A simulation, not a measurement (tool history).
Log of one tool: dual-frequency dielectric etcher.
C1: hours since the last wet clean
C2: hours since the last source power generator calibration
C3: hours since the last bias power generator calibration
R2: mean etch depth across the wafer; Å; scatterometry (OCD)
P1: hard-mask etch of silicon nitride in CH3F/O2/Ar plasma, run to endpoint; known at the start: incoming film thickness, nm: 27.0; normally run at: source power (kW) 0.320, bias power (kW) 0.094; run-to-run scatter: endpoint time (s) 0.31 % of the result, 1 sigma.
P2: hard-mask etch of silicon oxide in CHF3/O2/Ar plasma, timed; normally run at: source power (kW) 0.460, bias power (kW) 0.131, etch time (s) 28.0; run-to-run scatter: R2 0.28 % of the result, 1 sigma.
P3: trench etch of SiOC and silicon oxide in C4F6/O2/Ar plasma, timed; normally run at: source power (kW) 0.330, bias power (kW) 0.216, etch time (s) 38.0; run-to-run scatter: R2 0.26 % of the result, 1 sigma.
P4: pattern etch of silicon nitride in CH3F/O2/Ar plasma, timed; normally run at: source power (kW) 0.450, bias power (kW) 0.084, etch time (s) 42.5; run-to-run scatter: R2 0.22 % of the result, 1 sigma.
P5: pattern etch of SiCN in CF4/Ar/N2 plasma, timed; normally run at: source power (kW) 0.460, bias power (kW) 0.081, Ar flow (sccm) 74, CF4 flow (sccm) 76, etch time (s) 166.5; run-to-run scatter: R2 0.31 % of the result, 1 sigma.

{"run": 1, "hour": 9.2, "process that ran": "P1", "source power (kW)": 0.32, "bias power (kW)": 0.094, "C1": 289.6, "C2": 1503.7, "C3": 2872.9, "endpoint time (s)": 39.215}
{"run": 2, "hour": 18.6, "process that ran": "P2", "source power (kW)": 0.27, "bias power (kW)": 0.131, "etch time (s)": 28.0, "C1": 299.0, "C2": 1513.1, "C3": 2882.3, "R2": 365.92}
{"run": 3, "hour": 25.2, "process that ran": "P3", "source power (kW)": 0.33, "bias power (kW)": 0.216, "etch time (s)": 38.0, "C1": 305.6, "C2": 1519.7, "C3": 2888.9, "R2": 739.32}
{"run": 4, "hour": 30.3, "process that ran": "P5", "source power (kW)": 0.46, "bias power (kW)": 0.081, "etch time (s)": 166.5, "Ar flow (sccm)": 47, "CF4 flow (sccm)": 76, "C1": 310.7, "C2": 1524.8, "C3": 2894.0, "R2": 1694.1}
{"run": 5, "hour": 38.8, "process that ran": "P1", "source power (kW)": 0.32, "bias power (kW)": 0.122, "C1": 319.2, "C2": 1533.3, "C3": 2902.5, "endpoint time (s)": 35.502}
{"run": 6, "hour": 43.0, "process that ran": "P3", "source power (kW)": 0.33, "bias power (kW)": 0.161, "etch time (s)": 38.0, "C1": 323.4, "C2": 1537.5, "C3": 2906.7, "R2": 672.1}
{"run": 7, "hour": 50.1, "process that ran": "P2", "source power (kW)": 0.46, "bias power (kW)": 0.088, "etch time (s)": 28.0, "C1": 330.5, "C2": 1544.6, "C3": 2913.8, "R2": 398.55}
{"run": 8, "hour": 55.9, "process that ran": "P1", "source power (kW)": 0.32, "bias power (kW)": 0.094, "C1": 336.3, "C2": 1550.4, "C3": 2919.6, "endpoint time (s)": 39.099}
{"run": 9, "hour": 61.9, "process that ran": "P1", "source power (kW)": 0.32, "bias power (kW)": 0.094, "C1": 342.3, "C2": 1556.4, "C3": 2925.6, "endpoint time (s)": 39.013}
{"run": 10, "hour": 66.7, "process that ran": "P5", "source power (kW)": 0.46, "bias power (kW)": 0.081, "etch time (s)": 91.5, "Ar flow (sccm)": 74, "CF4 flow (sccm)": 76, "C1": 347.1, "C2": 1561.2, "C3": 2930.4, "R2": 880.58}
{"run": 11, "hour": 72.9, "process that ran": "P1", "source power (kW)": 0.32, "bias power (kW)": 0.062, "C1": 353.3, "C2": 1567.4, "C3": 2936.6, "endpoint time (s)": 45.441}
{"run": 12, "hour": 81.5, "process that ran": "P1", "source power (kW)": 0.45, "bias power (kW)": 0.122, "C1": 361.9, "C2": 1576.0, "C3": 2945.2, "endpoint time (s)": 31.201}
{"run": 13, "hour": 86.2, "process that ran": "P1", "source power (kW)": 0.32, "bias power (kW)": 0.094, "C1": 366.6, "C2": 1580.7, "C3": 2949.9, "endpoint time (s)": 39.298}
{"run": 14, "hour": 93.6, "process that ran": "P5", "source power (kW)": 0.46, "bias power (kW)": 0.081, "etch time (s)": 166.5, "Ar flow (sccm)": 74, "CF4 flow (sccm)": 52, "C1": 374.0, "C2": 1588.1, "C3": 2957.3, "R2": 1527.9}
{"run": 15, "hour": 102.6, "process that ran": "P4", "source power (kW)": 0.54, "bias power (kW)": 0.084, "etch time (s)": 42.5, "C1": 383.0, "C2": 1597.1, "C3": 2966.3, "R2": 370.69}
{"run": 16, "hour": 108.3, "process that ran": "P5", "source power (kW)": 0.61, "bias power (kW)": 0.081, "etch time (s)": 166.5, "Ar flow (sccm)": 74, "CF4 flow (sccm)": 76, "C1": 388.7, "C2": 1602.8, "C3": 2972.0, "R2": 2057.1}
{"run": 17, "hour": 113.3, "process that ran": "P4", "source power (kW)": 0.45, "bias power (kW)": 0.066, "etch time (s)": 42.5, "C1": 393.7, "C2": 1607.8, "C3": 2977.0, "R2": 319.74}
{"run": 18, "hour": 121.3, "process that ran": "P2", "source power (kW)": 0.46, "bias power (kW)": 0.131, "etch time (s)": 34.5, "C1": 401.7, "C2": 1615.8, "C3": 2985.0, "R2": 557.27}
{"run": 19, "hour": 129.8, "process that ran": "P4", "source power (kW)": 0.45, "bias power (kW)": 0.084, "etch time (s)": 42.5, "C1": 410.2, "C2": 1624.3, "C3": 2993.5, "R2": 346.75}
{"run": 20, "hour": 139.3, "process that ran": "P1", "source power (kW)": 0.44, "bias power (kW)": 0.094, "C1": 419.7, "C2": 1633.8, "C3": 3003.0, "endpoint time (s)": 34.846}
{"run": 21, "hour": 147.4, "process that ran": "P4", "source power (kW)": 0.45, "bias power (kW)": 0.084, "etch time (s)": 59.0, "C1": 427.8, "C2": 1641.9, "C3": 3011.1, "R2": 482.29}
{"run": 22, "hour": 152.3, "process that ran": "P5", "source power (kW)": 0.46, "bias power (kW)": 0.081, "etch time (s)": 166.5, "Ar flow (sccm)": 74, "CF4 flow (sccm)": 76, "C1": 432.7, "C2": 1646.8, "C3": 3016.0, "R2": 1607.8}
{"hour": 155.5, "done": "wet clean of the chamber"}
{"run": 23, "hour": 158.3, "process that ran": "P4", "source power (kW)": 0.45, "bias power (kW)": 0.084, "etch time (s)": 42.5, "C1": 2.9, "C2": 1652.8, "C3": 3022.0, "R2": 345.76}
{"run": 24, "hour": 163.7, "process that ran": "P3", "source power (kW)": 0.33, "bias power (kW)": 0.216, "etch time (s)": 25.5, "C1": 8.3, "C2": 1658.2, "C3": 3027.4, "R2": 497.61}
{"run": 25, "hour": 172.0, "process that ran": "P3", "source power (kW)": 0.43, "bias power (kW)": 0.216, "etch time (s)": 38.0, "C1": 16.6, "C2": 1666.5, "C3": 3035.7, "R2": 824.39}
{"run": 26, "hour": 180.3, "process that ran": "P2", "source power (kW)": 0.46, "bias power (kW)": 0.131, "etch time (s)": 28.0, "C1": 24.9, "C2": 1674.8, "C3": 3044.0, "R2": 450.58}

Run 27 comes next. What will it give?
{"run": 27, "hour": 185.0, "process that ran": "P3", "source power (kW)": 0.33, "bias power (kW)": 0.216, "etch time (s)": 38.0, "C1": 29.6, "C2": 1679.5, "C3": 3048.7, "R2": "?"}

{"run 27": {"R2": 742.08}}
